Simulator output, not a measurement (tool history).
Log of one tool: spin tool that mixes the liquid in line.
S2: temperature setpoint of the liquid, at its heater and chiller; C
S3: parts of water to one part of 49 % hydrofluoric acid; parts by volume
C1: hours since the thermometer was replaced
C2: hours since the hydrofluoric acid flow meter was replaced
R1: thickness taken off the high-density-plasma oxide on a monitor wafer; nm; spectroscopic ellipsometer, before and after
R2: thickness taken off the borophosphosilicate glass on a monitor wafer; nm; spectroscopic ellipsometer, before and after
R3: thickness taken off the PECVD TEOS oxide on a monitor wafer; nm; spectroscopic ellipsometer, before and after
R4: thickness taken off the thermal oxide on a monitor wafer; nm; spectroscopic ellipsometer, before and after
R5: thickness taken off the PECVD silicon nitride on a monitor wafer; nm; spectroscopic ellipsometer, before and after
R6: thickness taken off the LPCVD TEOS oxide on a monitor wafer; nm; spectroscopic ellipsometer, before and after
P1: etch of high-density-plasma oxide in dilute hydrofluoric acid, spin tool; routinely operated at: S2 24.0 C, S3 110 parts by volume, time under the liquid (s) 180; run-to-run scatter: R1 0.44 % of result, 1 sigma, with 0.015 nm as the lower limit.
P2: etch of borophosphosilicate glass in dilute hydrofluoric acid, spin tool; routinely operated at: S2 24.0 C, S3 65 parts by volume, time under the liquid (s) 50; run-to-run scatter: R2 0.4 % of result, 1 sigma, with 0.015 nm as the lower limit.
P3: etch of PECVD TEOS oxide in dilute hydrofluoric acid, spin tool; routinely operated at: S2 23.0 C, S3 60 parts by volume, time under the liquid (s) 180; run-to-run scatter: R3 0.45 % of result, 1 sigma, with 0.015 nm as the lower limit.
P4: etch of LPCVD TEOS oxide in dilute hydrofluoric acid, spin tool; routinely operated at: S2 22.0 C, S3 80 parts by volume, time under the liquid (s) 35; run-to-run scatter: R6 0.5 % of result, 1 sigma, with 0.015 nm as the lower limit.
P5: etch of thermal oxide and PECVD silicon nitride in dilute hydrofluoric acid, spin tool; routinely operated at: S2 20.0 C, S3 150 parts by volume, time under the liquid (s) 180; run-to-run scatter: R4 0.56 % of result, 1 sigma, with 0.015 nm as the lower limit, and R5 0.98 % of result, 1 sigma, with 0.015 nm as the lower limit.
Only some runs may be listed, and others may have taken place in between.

run 1 hour=16.0 | process_that_ran=P1 S2=24.0 S3=110 time_under_the_liquid_(s)=180 | C1=633.2 C2=1249.4 | R1=9.2068
run 2 hour=34.2 | process_that_ran=P2 S2=24.0 S3=65 time_under_the_liquid_(s)=50 | C1=651.4 C2=1267.6 | R2=24.1510
run 3 hour=53.2 | process_that_ran=P3 S2=23.0 S3=60 time_under_the_liquid_(s)=180 | C1=670.4 C2=1286.6 | R3=30.353
run 4 hour=61.6 | process_that_ran=P5 S2=20.0 S3=150 time_under_the_liquid_(s)=180 | C1=678.8 C2=1295.0 | R4=4.9077 R5=2.4102
run 5 hour=74.5 | process_that_ran=P2 S2=30.5 S3=65 time_under_the_liquid_(s)=50 | C1=691.7 C2=1307.9 | R2=31.3050
run 6 hour=89.7 | process_that_ran=P1 S2=24.0 S3=110 time_under_the_liquid_(s)=25 | C1=706.9 C2=1323.1 | R1=1.2596
run 7 hour=106.0 | process_that_ran=P3 S2=23.0 S3=105 time_under_the_liquid_(s)=180 | C1=723.2 C2=1339.4 | R3=16.462
run 8 hour=117.0 | process_that_ran=P1 S2=24.0 S3=110 time_under_the_liquid_(s)=180 | C1=734.2 C2=1350.4 | R1=9.2206
run 9 hour=127.8 | process_that_ran=P5 S2=20.0 S3=225 time_under_the_liquid_(s)=180 | C1=745.0 C2=1361.2 | R4=3.0219 R5=1.6283
run 10 hour=143.7 | process_that_ran=P1 S2=24.0 S3=110 time_under_the_liquid_(s)=180 | C1=760.9 C2=1377.1 | R1=9.2474
run 11 hour=161.5 | process_that_ran=P1 S2=24.0 S3=110 time_under_the_liquid_(s)=180 | C1=778.7 C2=1394.9 | R1=9.3155
run 12 hour=177.1 | process_that_ran=P1 S2=29.5 S3=110 time_under_the_liquid_(s)=180 | C1=794.3 C2=1410.5 | R1=11.4260
run 13 hour=195.4 | process_that_ran=P3 S2=23.0 S3=60 time_under_the_liquid_(s)=180 | C1=812.6 C2=1428.8 | R3=30.573
-- hour=204.7 thermometer replaced
run 14 hour=212.8 | process_that_ran=P1 S2=24.0 S3=110 time_under_the_liquid_(s)=180 | C1=8.1 C2=1446.2 | R1=9.2639
run 15 hour=225.4 | process_that_ran=P3 S2=23.0 S3=60 time_under_the_liquid_(s)=285 | C1=20.7 C2=1458.8 | R3=48.215
run 16 hour=241.9 | process_that_ran=P1 S2=24.0 S3=165 time_under_the_liquid_(s)=180 | C1=37.2 C2=1475.3 | R1=5.7955
run 17 hour=259.6 | process_that_ran=P2 S2=24.0 S3=65 time_under_the_liquid_(s)=15 | C1=54.9 C2=1493.0 | R2=7.2667
run 18 hour=273.3 | process_that_ran=P5 S2=20.0 S3=150 time_under_the_liquid_(s)=315 | C1=68.6 C2=1506.7 | R4=8.4427 R5=4.2133
run 19 hour=288.2 | process_that_ran=P1 S2=19.0 S3=110 time_under_the_liquid_(s)=180 | C1=83.5 C2=1521.6 | R1=7.5497
run 20 hour=299.7 | process_that_ran=P2 S2=24.0 S3=95 time_under_the_liquid_(s)=50 | C1=95.0 C2=1533.1 | R2=15.9740
run 21 hour=318.9 | process_that_ran=P4 S2=28.0 S3=80 time_under_the_liquid_(s)=35 | C1=114.2 C2=1552.3 | R6=17.374
run 22 hour=336.2 | process_that_ran=P4 S2=22.0 S3=30 time_under_the_liquid_(s)=35 | C1=131.5 C2=1569.6 | R6=38.895
run 23 hour=348.5 | process_that_ran=P1 S2=27.5 S3=55 time_under_the_liquid_(s)=180 | C1=143.8 C2=1581.9 | R1=22.7450
-- hour=351.5 hydrofluoric acid flow meter replaced
run 24 hour=359.6 | process_that_ran=P4 S2=22.0 S3=80 time_under_the_liquid_(s)=35 | C1=154.9 C2=8.2 | R6=13.836
run 25 hour=369.8 | process_that_ran=P5 S2=20.0 S3=150 time_under_the_liquid_(s)=180 | C1=165.1 C2=18.4 | R4=4.8487 R5=2.4283
run 26 hour=388.6 | process_that_ran=P1 S2=24.0 S3=110 time_under_the_liquid_(s)=180 | C1=183.9 C2=37.2 | R1=9.2787
run 27 hour=405.5 | process_that_ran=P1 S2=24.0 S3=110 time_under_the_liquid_(s)=350 | C1=200.8 C2=54.1 | R1=18.0150
run 28 hour=423.1 | process_that_ran=P3 S2=28.0 S3=60 time_under_the_liquid_(s)=180 | C1=218.4 C2=71.7 | R3=37.285
run 29 hour=435.3 | process_that_ran=P4 S2=22.0 S3=80 time_under_the_liquid_(s)=65 | C1=230.6 C2=83.9 | R6=25.458
run 30 hour=448.1 | process_that_ran=P1 S2=24.0 S3=25 time_under_the_liquid_(s)=180 | C1=243.4 C2=96.7 | R1=45.0790
run 31 hour=458.3 | process_that_ran=P5 S2=17.0 S3=150 time_under_the_liquid_(s)=180 | C1=253.6 C2=106.9 | R4=4.3238 R5=1.9626
run 32 hour=471.8 | process_that_ran=P2 S2=24.0 S3=65 time_under_the_liquid_(s)=50 | C1=267.1 C2=120.4 | R2=24.2130
run 33 hour=483.2 | process_that_ran=P1 S2=24.0 S3=110 time_under_the_liquid_(s)=180 | C1=278.5 C2=131.8 | R1=9.2363
run 34 hour=492.7 | process_that_ran=P1 S2=24.0 S3=110 time_under_the_liquid_(s)=180 | C1=288.0 C2=141.3 | R1=9.0314
run 35 hour=504.7 | process_that_ran=P1 S2=24.0 S3=110 time_under_the_liquid_(s)=180 | C1=300.0 C2=153.3 | R1=8.8706
run 36 hour=517.7 | process_that_ran=P1 S2=24.0 S3=110 time_under_the_liquid_(s)=180 | C1=313.0 C2=166.3 | R1=8.7914
run 37 hour=528.3 | process_that_ran=P1 S2=24.0 S3=110 time_under_the_liquid_(s)=180 | C1=323.6 C2=176.9 | R1=8.7449
run 38 hour=536.7 | process_that_ran=P1 S2=24.0 S3=110 time_under_the_liquid_(s)=180 | C1=332.0 C2=185.3 | R1=8.7284
run 39 hour=550.2 | process_that_ran=P1 S2=24.0 S3=110 time_under_the_liquid_(s)=180 | C1=345.5 C2=198.8 | R1=8.6880
run 40 hour=562.0 | process_that_ran=P1 S2=24.0 S3=110 time_under_the_liquid_(s)=180 | C1=357.3 C2=210.6 | R1=8.7743

The output of P1 has drifted from where it used to be. Each of the 2 causes below, taken at the size shown beside it, accounts for the log equally well:
A: liquid colder than its thermometer reads (K) = 1.45
B: hydrofluoric acid flow below the setpoint (%) = 4.92
The process output started creeping at around hour 483.2.

Which of the 4 check runs listed below, each an average over 3 wafers with its results shown as question marks, gives clearly different results under the different listed causes?
run check 1 hour=573.8 | process_that_ran=P4 S2=22.0 S3=80 time_under_the_liquid_(s)=35 | R6=?
run check 2 hour=573.8 | process_that_ran=P2 S2=24.0 S3=65 time_under_the_liquid_(s)=50 | R2=?
run check 3 hour=573.8 | process_that_ran=P3 S2=23.0 S3=60 time_under_the_liquid_(s)=180 | R3=?
run check 4 hour=573.8 | process_that_ran=P5 S2=20.0 S3=150 time_under_the_liquid_(s)=180 | R4=? R5=?

Check results expected under each cause:
check=check_1 result=R6 if_A=12.873 if_B=12.928
check=check_2 result=R2 if_A=22.7870 if_B=22.8920
check=check_3 result=R3 if_A=28.670 if_B=28.834
check=check_4 result=R4 if_A=4.5720 if_B=4.5704
check=check_4 result=R5 if_A=2.1801 if_B=2.2881
Minimum pairwise separation of causes per check, each pair taken at its best-separating result: check 1 0.42 %; check 2 0.46 %; check 3 0.57 %; check 4 4.84 %
Check 4 tells the causes apart: in the others they would give nearly the same result.

Check 4 has now been run. It gave: R4 4.5682 nm; R5 2.3095 nm. Which of the candidate causes is it?

It is B: hydrofluoric acid flow below the setpoint (%).
